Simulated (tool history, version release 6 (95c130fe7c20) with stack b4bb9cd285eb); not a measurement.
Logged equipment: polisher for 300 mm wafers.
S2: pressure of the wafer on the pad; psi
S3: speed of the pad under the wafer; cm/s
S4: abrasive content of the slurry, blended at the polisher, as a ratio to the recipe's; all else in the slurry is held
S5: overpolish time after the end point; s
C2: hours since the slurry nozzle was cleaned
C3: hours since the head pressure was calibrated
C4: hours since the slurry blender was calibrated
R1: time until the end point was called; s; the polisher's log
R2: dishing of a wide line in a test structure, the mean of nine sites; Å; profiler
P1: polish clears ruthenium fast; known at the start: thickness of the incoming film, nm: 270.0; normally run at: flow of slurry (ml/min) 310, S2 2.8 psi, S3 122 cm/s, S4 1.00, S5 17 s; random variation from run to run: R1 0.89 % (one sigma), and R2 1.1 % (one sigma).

run 1 hour=6.9 | flow_of_slurry_(ml/min)=310 S2=2.8 S3=122 S4=1.00 S5=17 | wafers_polished_on_this_pad=746 C2=190.7 C3=299.7 C4=221.5 | R1=52.524 R2=532.70
run 2 hour=12.6 | flow_of_slurry_(ml/min)=310 S2=1.5 S3=122 S4=1.00 S5=17 | wafers_polished_on_this_pad=826 C2=196.4 C3=305.4 C4=227.2 | R1=98.356 R2=343.27
run 3 hour=22.8 | flow_of_slurry_(ml/min)=310 S2=2.8 S3=122 S4=1.00 S5=5 | wafers_polished_on_this_pad=971 C2=206.6 C3=315.6 C4=237.4 | R1=52.630 R2=206.64
run 4 hour=33.7 | flow_of_slurry_(ml/min)=310 S2=2.8 S3=54 S4=1.00 S5=17 | wafers_polished_on_this_pad=1125 C2=217.5 C3=326.5 C4=248.3 | R1=119.580 R2=290.81
run 5 hour=38.5 | flow_of_slurry_(ml/min)=310 S2=4.3 S3=122 S4=1.00 S5=17 | wafers_polished_on_this_pad=1193 C2=222.3 C3=331.3 C4=253.1 | R1=34.503 R2=676.56
run 6 hour=44.3 | flow_of_slurry_(ml/min)=185 S2=2.8 S3=122 S4=1.00 S5=17 | wafers_polished_on_this_pad=1275 C2=228.1 C3=337.1 C4=258.9 | R1=55.317 R2=527.82
-- hour=44.8 slurry blender recalibrated
run 7 hour=50.9 | flow_of_slurry_(ml/min)=310 S2=2.8 S3=122 S4=1.00 S5=17 | wafers_polished_on_this_pad=1369 C2=234.7 C3=343.7 C4=6.1 | R1=52.971 R2=541.57
run 8 hour=55.8 | flow_of_slurry_(ml/min)=310 S2=2.8 S3=122 S4=0.55 S5=17 | wafers_polished_on_this_pad=1438 C2=239.6 C3=348.6 C4=11.0 | R1=70.179 R2=438.32
run 9 hour=66.0 | flow_of_slurry_(ml/min)=310 S2=2.8 S3=122 S4=1.00 S5=17 | wafers_polished_on_this_pad=1583 C2=249.8 C3=358.8 C4=21.2 | R1=52.636 R2=547.33
run 10 hour=71.9 | flow_of_slurry_(ml/min)=185 S2=2.8 S3=150 S4=1.00 S5=17 | wafers_polished_on_this_pad=1666 C2=255.7 C3=364.7 C4=27.1 | R1=45.100 R2=588.00
run 11 hour=81.2 | flow_of_slurry_(ml/min)=310 S2=2.8 S3=122 S4=1.00 S5=31 | wafers_polished_on_this_pad=1798 C2=265.0 C3=374.0 C4=36.4 | R1=52.173 R2=740.01
run 12 hour=89.1 | flow_of_slurry_(ml/min)=310 S2=2.8 S3=122 S4=1.00 S5=17 | wafers_polished_on_this_pad=1910 C2=272.9 C3=381.9 C4=44.3 | R1=53.106 R2=537.02
run 13 hour=99.8 | flow_of_slurry_(ml/min)=310 S2=2.8 S3=154 S4=1.00 S5=17 | wafers_polished_on_this_pad=2062 C2=283.6 C3=392.6 C4=55.0 | R1=41.992 R2=619.42
run 14 hour=109.9 | flow_of_slurry_(ml/min)=310 S2=2.8 S3=122 S4=1.25 S5=17 | wafers_polished_on_this_pad=2205 C2=293.7 C3=402.7 C4=65.1 | R1=47.996 R2=569.86
run 15 hour=118.5 | flow_of_slurry_(ml/min)=310 S2=2.8 S3=122 S4=1.00 S5=17 | wafers_polished_on_this_pad=2326 C2=302.3 C3=411.3 C4=73.7 | R1=52.180 R2=540.24
run 16 hour=126.6 | flow_of_slurry_(ml/min)=460 S2=2.8 S3=122 S4=1.00 S5=17 | wafers_polished_on_this_pad=2441 C2=310.4 C3=419.4 C4=81.8 | R1=50.758 R2=545.74
run 17 hour=133.5 | flow_of_slurry_(ml/min)=310 S2=2.8 S3=122 S4=1.00 S5=17 | wafers_polished_on_this_pad=2539 C2=317.3 C3=426.3 C4=88.7 | R1=52.503 R2=543.98
run 18 hour=139.4 | flow_of_slurry_(ml/min)=310 S2=2.8 S3=122 S4=1.00 S5=17 | wafers_polished_on_this_pad=2623 C2=323.2 C3=432.2 C4=94.6 | R1=54.791 R2=531.67
run 19 hour=146.8 | flow_of_slurry_(ml/min)=310 S2=2.8 S3=122 S4=1.00 S5=17 | wafers_polished_on_this_pad=2727 C2=330.6 C3=439.6 C4=102.0 | R1=56.135 R2=520.62
-- hour=151.1 head pressure recalibrated
run 20 hour=152.0 | flow_of_slurry_(ml/min)=310 S2=2.8 S3=122 S4=1.00 S5=17 | wafers_polished_on_this_pad=2801 C2=335.8 C3=0.9 C4=107.2 | R1=56.487 R2=516.56
run 21 hour=162.5 | flow_of_slurry_(ml/min)=310 S2=2.8 S3=122 S4=1.00 S5=17 | wafers_polished_on_this_pad=2950 C2=346.3 C3=11.4 C4=117.7 | R1=57.699 R2=504.42
-- hour=166.5 slurry nozzle cleaned
run 22 hour=173.0 | flow_of_slurry_(ml/min)=310 S2=2.8 S3=122 S4=1.00 S5=17 | wafers_polished_on_this_pad=3098 C2=6.6 C3=21.9 C4=128.2 | R1=58.246 R2=506.34
run 23 hour=181.7 | flow_of_slurry_(ml/min)=310 S2=2.8 S3=122 S4=1.00 S5=17 | wafers_polished_on_this_pad=3222 C2=15.3 C3=30.6 C4=136.9 | R1=57.892 R2=510.69

Something has made what P1 gives creep away from where it was; the 2 causes below, each at its own stated size, fit the log equally well:
A: abrasive missing from the slurry, % = 19.1
B: removal rate lost through wear of the pad, % = 9.67
At approximately hour 133.5, the process output began to creep.
The rest of the possible causes, and what rules out each one:
slurry flow missing at the pad, %: serviced at hour 166.5, after the change had begun; the process did not return to its earlier output
head's pressure below its setpoint, %: serviced at hour 151.1, after the change had begun; the process did not return to its earlier output

Consider the 4 check runs below, whose results appear as question marks and each of which averages 5 wafers. Which one distinguishes the causes, in that each cause would give it a clearly different result?
run check 1 hour=190.4 | flow_of_slurry_(ml/min)=310 S2=1.7 S3=122 S4=0.55 S5=17 | R1=? R2=?
run check 2 hour=190.4 | flow_of_slurry_(ml/min)=310 S2=2.8 S3=70 S4=1.00 S5=17 | R1=? R2=?
run check 3 hour=190.4 | flow_of_slurry_(ml/min)=400 S2=2.8 S3=122 S4=1.00 S5=17 | R1=? R2=?
run check 4 hour=190.4 | flow_of_slurry_(ml/min)=310 S2=2.8 S3=122 S4=1.00 S5=24 | R1=? R2=?

How each check would come out, cause by cause:
check=check_1 result=R1 if_A=135.610 if_B=131.440
check=check_1 result=R2 if_A=265.16 if_B=272.22
check=check_2 result=R1 if_A=101.400 if_B=101.380
check=check_2 result=R2 if_A=336.38 if_B=336.45
check=check_3 result=R1 if_A=57.053 if_B=57.039
check=check_3 result=R2 if_A=511.44 if_B=511.52
check=check_4 result=R1 if_A=58.181 if_B=58.167
check=check_4 result=R2 if_A=622.27 if_B=622.35
Per check, the gap between the least separated pair of causes, taken in the result that splits them most: check 1 3.13 %; check 2 0.02 %; check 3 0.02 %; check 4 0.02 %
The other checks would show nearly matching results whichever cause is true, so check 1 is the only one that separates the causes.

Here is what check 1 returned: R1 131.490 s; R2 272.57 Å. Which cause is it?

The cause is B: removal rate lost through wear of the pad, %.

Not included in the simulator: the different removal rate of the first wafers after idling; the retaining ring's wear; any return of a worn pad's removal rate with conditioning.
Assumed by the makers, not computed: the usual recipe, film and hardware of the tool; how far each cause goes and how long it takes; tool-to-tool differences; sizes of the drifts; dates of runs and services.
